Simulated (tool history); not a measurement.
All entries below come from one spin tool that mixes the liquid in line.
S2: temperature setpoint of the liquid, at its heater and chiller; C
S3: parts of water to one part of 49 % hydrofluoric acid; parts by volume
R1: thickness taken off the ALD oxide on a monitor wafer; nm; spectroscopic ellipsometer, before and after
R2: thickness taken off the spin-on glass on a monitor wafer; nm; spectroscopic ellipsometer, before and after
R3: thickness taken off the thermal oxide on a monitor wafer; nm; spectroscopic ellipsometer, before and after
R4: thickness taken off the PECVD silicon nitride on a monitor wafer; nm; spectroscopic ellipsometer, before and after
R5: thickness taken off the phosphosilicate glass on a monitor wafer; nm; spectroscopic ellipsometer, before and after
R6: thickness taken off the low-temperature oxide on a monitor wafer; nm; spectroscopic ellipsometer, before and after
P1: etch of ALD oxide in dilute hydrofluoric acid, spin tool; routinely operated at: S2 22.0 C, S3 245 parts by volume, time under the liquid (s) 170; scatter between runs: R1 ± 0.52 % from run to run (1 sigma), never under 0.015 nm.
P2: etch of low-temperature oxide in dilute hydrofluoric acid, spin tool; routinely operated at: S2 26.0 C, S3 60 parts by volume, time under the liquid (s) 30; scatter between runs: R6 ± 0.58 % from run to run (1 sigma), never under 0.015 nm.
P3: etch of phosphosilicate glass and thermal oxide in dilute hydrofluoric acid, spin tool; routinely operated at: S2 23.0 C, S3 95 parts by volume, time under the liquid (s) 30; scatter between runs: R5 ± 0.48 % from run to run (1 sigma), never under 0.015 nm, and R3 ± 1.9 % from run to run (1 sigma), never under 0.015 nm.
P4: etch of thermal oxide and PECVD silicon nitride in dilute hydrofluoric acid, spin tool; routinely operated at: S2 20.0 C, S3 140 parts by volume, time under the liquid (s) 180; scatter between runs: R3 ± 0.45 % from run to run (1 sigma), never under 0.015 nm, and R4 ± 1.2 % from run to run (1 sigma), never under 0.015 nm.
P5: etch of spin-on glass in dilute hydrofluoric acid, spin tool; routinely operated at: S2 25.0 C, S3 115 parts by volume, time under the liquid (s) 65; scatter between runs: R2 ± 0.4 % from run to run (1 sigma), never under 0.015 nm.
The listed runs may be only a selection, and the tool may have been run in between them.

run 1 day=0.462 | process_that_ran=P1 S2=22.0 S3=245 time_under_the_liquid_(s)=170 | R1=18.7400
run 2 day=0.900 | process_that_ran=P1 S2=17.0 S3=380 time_under_the_liquid_(s)=170 | R1=8.8884
run 3 day=1.217 | process_that_ran=P1 S2=22.0 S3=245 time_under_the_liquid_(s)=325 | R1=35.6480
run 4 day=1.546 | process_that_ran=P5 S2=25.0 S3=175 time_under_the_liquid_(s)=65 | R2=13.5680
run 5 day=1.896 | process_that_ran=P1 S2=17.5 S3=245 time_under_the_liquid_(s)=170 | R1=15.8110
run 6 day=2.183 | process_that_ran=P1 S2=22.0 S3=245 time_under_the_liquid_(s)=170 | R1=18.5870
run 7 day=2.533 | process_that_ran=P4 S2=17.0 S3=140 time_under_the_liquid_(s)=180 | R3=4.43260 R4=1.6570
run 8 day=2.838 | process_that_ran=P4 S2=20.0 S3=140 time_under_the_liquid_(s)=360 | R3=10.02600 R4=3.9925
run 9 day=3.100 | process_that_ran=P1 S2=30.0 S3=245 time_under_the_liquid_(s)=170 | R1=24.7980
run 10 day=3.433 | process_that_ran=P1 S2=22.0 S3=245 time_under_the_liquid_(s)=170 | R1=18.7980
run 11 day=3.662 | process_that_ran=P3 S2=23.0 S3=170 time_under_the_liquid_(s)=30 | R3=0.75882 R5=18.942
run 12 day=3.971 | process_that_ran=P3 S2=23.0 S3=95 time_under_the_liquid_(s)=30 | R3=1.47380 R5=37.175
run 13 day=4.300 | process_that_ran=P1 S2=22.0 S3=115 time_under_the_liquid_(s)=170 | R1=45.7410
run 14 day=4.671 | process_that_ran=P5 S2=19.5 S3=115 time_under_the_liquid_(s)=65 | R2=17.8270
run 15 day=4.950 | process_that_ran=P2 S2=26.0 S3=60 time_under_the_liquid_(s)=15 | R6=4.1740
run 16 day=5.283 | process_that_ran=P4 S2=20.0 S3=50 time_under_the_liquid_(s)=180 | R3=15.46900 R4=5.5958
run 17 day=5.496 | process_that_ran=P3 S2=23.0 S3=95 time_under_the_liquid_(s)=55 | R3=2.57800 R5=68.258
run 18 day=5.754 | process_that_ran=P2 S2=26.0 S3=110 time_under_the_liquid_(s)=30 | R6=4.2409
run 19 day=6.100 | process_that_ran=P1 S2=22.0 S3=245 time_under_the_liquid_(s)=170 | R1=18.8440
run 20 day=6.312 | process_that_ran=P5 S2=25.0 S3=115 time_under_the_liquid_(s)=15 | R2=5.1033
run 21 day=6.779 | process_that_ran=P1 S2=22.0 S3=430 time_under_the_liquid_(s)=170 | R1=8.9553
run 22 day=7.008 | process_that_ran=P3 S2=23.0 S3=95 time_under_the_liquid_(s)=30 | R3=1.36770 R5=37.428
run 23 day=7.404 | process_that_ran=P1 S2=22.0 S3=245 time_under_the_liquid_(s)=170 | R1=18.6270
run 24 day=7.621 | process_that_ran=P2 S2=26.0 S3=60 time_under_the_liquid_(s)=30 | R6=8.2987
run 25 day=7.946 | process_that_ran=P3 S2=31.0 S3=95 time_under_the_liquid_(s)=30 | R3=2.01450 R5=50.854
run 26 day=8.338 | process_that_ran=P1 S2=22.0 S3=385 time_under_the_liquid_(s)=310 | R1=19.0770
run 27 day=8.725 | process_that_ran=P5 S2=25.0 S3=115 time_under_the_liquid_(s)=65 | R2=22.1650
run 28 day=9.079 | process_that_ran=P2 S2=19.0 S3=60 time_under_the_liquid_(s)=30 | R6=6.1646
run 29 day=9.329 | process_that_ran=P4 S2=20.0 S3=140 time_under_the_liquid_(s)=180 | R3=5.04390 R4=1.9695
run 30 day=9.654 | process_that_ran=P1 S2=22.0 S3=245 time_under_the_liquid_(s)=40 | R1=4.3389
run 31 day=9.929 | process_that_ran=P2 S2=26.0 S3=60 time_under_the_liquid_(s)=30 | R6=8.3901
run 32 day=10.338 | process_that_ran=P1 S2=22.0 S3=245 time_under_the_liquid_(s)=170 | R1=18.6310
run 33 day=10.683 | process_that_ran=P1 S2=22.0 S3=245 time_under_the_liquid_(s)=170 | R1=19.1700
run 34 day=10.979 | process_that_ran=P1 S2=22.0 S3=245 time_under_the_liquid_(s)=170 | R1=19.3460
run 35 day=11.212 | process_that_ran=P1 S2=22.0 S3=245 time_under_the_liquid_(s)=170 | R1=19.5150
run 36 day=11.588 | process_that_ran=P1 S2=22.0 S3=245 time_under_the_liquid_(s)=170 | R1=19.6980
run 37 day=12.054 | process_that_ran=P1 S2=22.0 S3=245 time_under_the_liquid_(s)=170 | R1=19.7840
run 38 day=12.488 | process_that_ran=P1 S2=22.0 S3=245 time_under_the_liquid_(s)=170 | R1=19.6740
run 39 day=12.754 | process_that_ran=P1 S2=22.0 S3=245 time_under_the_liquid_(s)=170 | R1=19.5900
run 40 day=13.071 | process_that_ran=P1 S2=22.0 S3=245 time_under_the_liquid_(s)=170 | R1=19.7990
run 41 day=13.396 | process_that_ran=P1 S2=22.0 S3=245 time_under_the_liquid_(s)=170 | R1=19.7780

Compared with where it was, what P1 gives has crept away. Each cause listed below fits the log as well as the rest, at the size given for it:
A: hydrofluoric acid flow above the setpoint (%) = 4.91
B: liquid hotter than its thermometer reads (K) = 1.63
Onset of the creep was near day 10.338.

Which of the check runs below tells the causes apart, meaning the causes would give it clearly different results? Each run uses 2 wafers whose results are averaged, and each result is shown as a question mark.
run check 1 day=13.721 | process_that_ran=P4 S2=20.0 S3=55 time_under_the_liquid_(s)=345 | R3=? R4=?
run check 2 day=13.721 | process_that_ran=P3 S2=30.5 S3=155 time_under_the_liquid_(s)=30 | R3=? R5=?
run check 3 day=13.721 | process_that_ran=P2 S2=26.0 S3=95 time_under_the_liquid_(s)=30 | R6=?
run check 4 day=13.721 | process_that_ran=P5 S2=25.0 S3=155 time_under_the_liquid_(s)=30 | R2=?

What each check would give under each cause:
check=check_1 result=R3 if_A=28.37600 if_B=28.88000
check=check_1 result=R4 if_A=10.0980 if_B=10.7840
check=check_2 result=R3 if_A=1.13870 if_B=1.13880
check=check_2 result=R5 if_A=29.743 if_B=29.745
check=check_3 result=R6 if_A=5.2870 if_B=5.3370
check=check_4 result=R2 if_A=7.6215 if_B=7.6565
How far apart the two closest causes lie, in the result that separates them most: check 1 6.57 %; check 2 0.01 %; check 3 0.94 %; check 4 0.46 %
Check 1 tells the causes apart: in the others they would give nearly the same result.

Check 1 was then run and gave: R3 28.83600 nm; R4 10.6680 nm. Which cause is it?

B is the cause: liquid hotter than its thermometer reads (K).
